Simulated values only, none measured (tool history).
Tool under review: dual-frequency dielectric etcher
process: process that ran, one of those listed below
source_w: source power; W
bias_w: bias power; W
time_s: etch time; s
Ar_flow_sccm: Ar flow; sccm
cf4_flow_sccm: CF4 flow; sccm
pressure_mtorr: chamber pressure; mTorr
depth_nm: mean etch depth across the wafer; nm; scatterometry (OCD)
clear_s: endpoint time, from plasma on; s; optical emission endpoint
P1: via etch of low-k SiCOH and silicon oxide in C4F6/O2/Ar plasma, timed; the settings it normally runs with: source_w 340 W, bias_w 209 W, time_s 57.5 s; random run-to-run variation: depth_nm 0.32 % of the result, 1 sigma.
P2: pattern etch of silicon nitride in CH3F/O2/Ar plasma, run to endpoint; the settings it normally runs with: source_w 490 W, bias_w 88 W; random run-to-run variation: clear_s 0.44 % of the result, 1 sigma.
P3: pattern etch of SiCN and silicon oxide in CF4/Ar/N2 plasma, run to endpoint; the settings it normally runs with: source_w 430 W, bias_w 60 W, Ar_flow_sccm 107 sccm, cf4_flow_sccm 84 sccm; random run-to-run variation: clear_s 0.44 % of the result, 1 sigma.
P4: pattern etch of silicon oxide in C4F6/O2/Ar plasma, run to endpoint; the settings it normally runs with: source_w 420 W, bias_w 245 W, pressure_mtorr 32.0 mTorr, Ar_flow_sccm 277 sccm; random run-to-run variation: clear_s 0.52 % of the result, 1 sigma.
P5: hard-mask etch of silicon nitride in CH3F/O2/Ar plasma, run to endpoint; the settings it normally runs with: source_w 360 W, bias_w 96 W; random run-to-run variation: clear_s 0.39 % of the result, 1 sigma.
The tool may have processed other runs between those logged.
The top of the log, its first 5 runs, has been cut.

run   hour  process  source_w  bias_w  time_s  Ar_flow_sccm  cf4_flow_sccm  pressure_mtorr  hours since the last wet clean  hours since the last source power generator calibration  hours since the last bias power generator calibration  depth_nm  clear_s
  6   82.0       P1       340     209    57.5                                                                        183.0                                                    653.4                                                 1358.3    157.87
  7   90.0       P1       280     209    44.0                                                                        191.0                                                    661.4                                                 1366.3    112.77
  8  108.4       P4       420     245                   363                           32.0                           209.4                                                    679.8                                                 1384.7             9.6135
  9  125.4       P1       230     209    57.5                                                                        226.4                                                    696.8                                                 1401.7    136.48
 10  139.8       P1       340     209    57.5                                                                        240.8                                                    711.2                                                 1416.1    159.22
     143.8  -- bias power generator calibrated
 11  157.8       P2       610      88                                                                                258.8                                                    729.2                                                   14.1            66.8410
 12  167.1       P4       420     245                   277                           32.0                           268.1                                                    738.5                                                   23.4             9.3076
 13  185.0       P1       430     209    82.0                                                                        286.0                                                    756.4                                                   41.3    249.10
 14  195.3       P4       420     245                   277                           40.5                           296.3                                                    766.7                                                   51.6             9.5157
 15  205.9       P5       360      96                                                                                306.9                                                    777.3                                                   62.2            37.8460
 16  219.1       P1       340     140    69.5                                                                        320.1                                                    790.5                                                   75.4    169.05
 17  234.9       P1       340     144    57.5                                                                        335.9                                                    806.3                                                   91.2    140.44
 18  246.6       P5       360     115                                                                                347.6                                                    818.0                                                  102.9            35.2950
 19  256.0       P2       490      88                                                                                357.0                                                    827.4                                                  112.3            72.5430
 20  266.0       P4       420     245                   277                           32.0                           367.0                                                    837.4                                                  122.3             9.3609
 21  278.3       P1       340     209    44.5                                                                        379.3                                                    849.7                                                  134.6    122.33
 22  288.5       P2       490     116                                                                                389.5                                                    859.9                                                  144.8            65.8350
 23  306.9       P1       340     209    77.0                                                                        407.9                                                    878.3                                                  163.2    212.36
 24  321.3       P1       340     209    57.5                                                                        422.3                                                    892.7                                                  177.6    158.54
 25  337.5       P3       430      60                   107             65                                           438.5                                                    908.9                                                  193.8            11.8350
 26  349.4       P3       430      60                    74             84                                           450.4                                                    920.8                                                  205.7            10.7460
 27  362.9       P3       250      60                   107             84                                           463.9                                                    934.3                                                  219.2            18.2000
 28  379.0       P1       340     281    57.5                                                                        480.0                                                    950.4                                                  235.3    173.73

Estimate the outcome of run 29 from the log above:
 29  387.4       P5       360      96                                                                                488.4                                                    958.8                                                  243.7                  ?

{"run 29": {"clear_s": 37.663}}

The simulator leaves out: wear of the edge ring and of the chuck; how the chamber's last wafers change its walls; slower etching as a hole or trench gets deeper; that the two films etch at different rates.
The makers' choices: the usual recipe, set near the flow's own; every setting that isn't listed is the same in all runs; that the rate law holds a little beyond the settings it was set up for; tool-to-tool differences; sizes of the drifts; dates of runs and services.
